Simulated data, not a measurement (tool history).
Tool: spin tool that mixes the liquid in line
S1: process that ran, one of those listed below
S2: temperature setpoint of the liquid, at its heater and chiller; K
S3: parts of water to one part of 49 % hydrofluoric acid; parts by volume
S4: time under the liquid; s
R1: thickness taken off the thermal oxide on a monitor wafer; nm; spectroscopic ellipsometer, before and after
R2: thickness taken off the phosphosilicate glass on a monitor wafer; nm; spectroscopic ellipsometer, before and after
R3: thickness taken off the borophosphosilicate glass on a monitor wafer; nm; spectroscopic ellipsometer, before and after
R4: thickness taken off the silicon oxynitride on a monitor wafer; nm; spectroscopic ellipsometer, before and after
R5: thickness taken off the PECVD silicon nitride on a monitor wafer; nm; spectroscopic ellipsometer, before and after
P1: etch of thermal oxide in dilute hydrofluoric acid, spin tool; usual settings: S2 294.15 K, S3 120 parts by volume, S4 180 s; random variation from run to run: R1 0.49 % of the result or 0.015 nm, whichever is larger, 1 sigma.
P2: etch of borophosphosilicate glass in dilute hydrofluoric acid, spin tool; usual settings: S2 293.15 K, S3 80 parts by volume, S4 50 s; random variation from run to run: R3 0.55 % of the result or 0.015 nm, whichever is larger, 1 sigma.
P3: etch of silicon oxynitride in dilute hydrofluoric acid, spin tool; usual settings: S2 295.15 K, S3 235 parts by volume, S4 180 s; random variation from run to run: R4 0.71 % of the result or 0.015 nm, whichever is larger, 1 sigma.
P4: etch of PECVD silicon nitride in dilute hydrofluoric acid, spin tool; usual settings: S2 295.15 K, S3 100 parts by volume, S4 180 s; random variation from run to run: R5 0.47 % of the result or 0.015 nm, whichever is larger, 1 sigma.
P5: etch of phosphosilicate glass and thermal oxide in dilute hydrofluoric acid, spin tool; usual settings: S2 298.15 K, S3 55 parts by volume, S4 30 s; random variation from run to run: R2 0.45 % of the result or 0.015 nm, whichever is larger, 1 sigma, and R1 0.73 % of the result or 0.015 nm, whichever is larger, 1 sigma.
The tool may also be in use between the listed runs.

| run | hour | S1 | S2 | S3 | S4 | R1 | R2 | R3 | R4 | R5 |
|---|---|---|---|---|---|---|---|---|---|---|
| 1 | 10.8 | P1 | 294.15 | 120 | 180 | 6.42750 |  |  |  |  |
| 2 | 22.8 | P1 | 290.15 | 175 | 180 | 3.55720 |  |  |  |  |
| 3 | 34.8 | P5 | 298.15 | 90 | 30 | 1.80820 | 27.006 |  |  |  |
| 4 | 51.5 | P1 | 290.15 | 120 | 180 | 5.39360 |  |  |  |  |
| 5 | 59.9 | P2 | 293.15 | 80 | 95 |  |  | 37.495 |  |  |
| 6 | 71.0 | P3 | 295.15 | 235 | 180 |  |  |  | 3.2079 |  |
| 7 | 86.9 | P1 | 294.15 | 120 | 180 | 6.33250 |  |  |  |  |
| 8 | 97.7 | P2 | 293.15 | 80 | 50 |  |  | 19.497 |  |  |
| 9 | 111.2 | P3 | 295.15 | 75 | 180 |  |  |  | 11.4640 |  |
| 10 | 120.7 | P4 | 295.15 | 100 | 85 |  |  |  |  | 2.5076 |
| 11 | 128.5 | P3 | 301.65 | 235 | 180 |  |  |  | 4.2842 |  |
| 12 | 136.5 | P3 | 295.15 | 235 | 290 |  |  |  | 5.2439 |  |
| 13 | 152.3 | P1 | 294.15 | 120 | 180 | 6.41530 |  |  |  |  |
| 14 | 164.7 | P4 | 295.15 | 100 | 180 |  |  |  |  | 5.3317 |
| 15 | 173.9 | P1 | 302.15 | 120 | 265 | 12.78700 |  |  |  |  |
| 16 | 187.1 | P5 | 298.15 | 55 | 15 | 1.52200 | 23.192 |  |  |  |
| 17 | 198.0 | P2 | 293.15 | 80 | 50 |  |  | 19.609 |  |  |
| 18 | 211.8 | P1 | 294.15 | 120 | 180 | 6.37760 |  |  |  |  |
| 19 | 228.3 | P1 | 294.15 | 120 | 305 | 10.75100 |  |  |  |  |
| 20 | 238.7 | P1 | 294.15 | 120 | 15 | 0.51994 |  |  |  |  |
| 21 | 254.0 | P4 | 290.65 | 100 | 180 |  |  |  |  | 3.9417 |
| 22 | 262.1 | P1 | 298.15 | 120 | 180 | 7.46920 |  |  |  |  |
| 23 | 272.1 | P1 | 294.15 | 55 | 180 | 15.13400 |  |  |  |  |
| 24 | 287.7 | P1 | 294.15 | 120 | 180 | 6.32580 |  |  |  |  |
| 25 | 299.2 | P1 | 294.15 | 195 | 180 | 3.64080 |  |  |  |  |
| 26 | 314.7 | P2 | 293.15 | 25 | 50 |  |  | 66.758 |  |  |
| 27 | 327.1 | P5 | 298.15 | 55 | 30 | 3.08690 | 46.546 |  |  |  |
| 28 | 335.4 | P5 | 290.15 | 55 | 30 | 2.21770 | 33.119 |  |  |  |
| 29 | 343.4 | P1 | 294.15 | 120 | 180 | 6.39380 |  |  |  |  |
| 30 | 359.2 | P2 | 290.15 | 80 | 50 |  |  | 17.409 |  |  |
| 31 | 368.4 | P4 | 295.15 | 145 | 180 |  |  |  |  | 3.7133 |
| 32 | 379.1 | P1 | 294.15 | 120 | 180 | 6.40070 |  |  |  |  |
| 33 | 387.1 | P1 | 294.15 | 120 | 180 | 6.16730 |  |  |  |  |
| 34 | 402.3 | P1 | 294.15 | 120 | 180 | 6.04860 |  |  |  |  |
| 35 | 413.5 | P1 | 294.15 | 120 | 180 | 5.96200 |  |  |  |  |
| 36 | 422.0 | P1 | 294.15 | 120 | 180 | 5.90460 |  |  |  |  |
| 37 | 435.2 | P1 | 294.15 | 120 | 180 | 5.82720 |  |  |  |  |
| 38 | 449.0 | P1 | 294.15 | 120 | 180 | 5.82800 |  |  |  |  |
| 39 | 461.8 | P1 | 294.15 | 120 | 180 | 5.87590 |  |  |  |  |
| 40 | 471.4 | P1 | 294.15 | 120 | 180 | 5.82120 |  |  |  |  |
| 41 | 481.9 | P1 | 294.15 | 120 | 180 | 5.85660 |  |  |  |  |

What P1 gives has crept away from where it was. These 2 causes fit the log equally well, each at the size given:
A: hydrofluoric acid flow below the setpoint (%) = 8.1
B: liquid colder than its thermometer reads (K) = 2.37
The creep began at about hour 379.1.

4 check runs are offered, one wafer each, their results left as question marks. Which one tells the causes apart?
| check 1 | 492.4 | P2 | 293.15 | 80 | 50 |  |  | ? |  |  |
| check 2 | 492.4 | P4 | 295.15 | 100 | 180 |  |  |  |  | ? |
| check 3 | 492.4 | P5 | 298.15 | 55 | 30 | ? | ? |  |  |  |
| check 4 | 492.4 | P3 | 295.15 | 235 | 180 |  |  |  | ? |  |

What each check would give under each cause:
| check | result | if A | if B |
|---|---|---|---|
| check 1 | R3 | 17.816 | 17.690 |
| check 2 | R5 | 4.8985 | 4.5336 |
| check 3 | R1 | 2.79060 | 2.77320 |
| check 3 | R2 | 42.150 | 41.887 |
| check 4 | R4 | 2.9495 | 2.9231 |
How far apart the two closest causes lie, in the result that separates them most: check 1 0.71 %; check 2 7.74 %; check 3 0.63 %; check 4 0.9 %
Only check 2 tells the causes apart: in the others they would give nearly the same result.

Then check 2 was run and gave: R5 4.9423 nm. Which cause is it?

It is A: hydrofluoric acid flow below the setpoint (%).
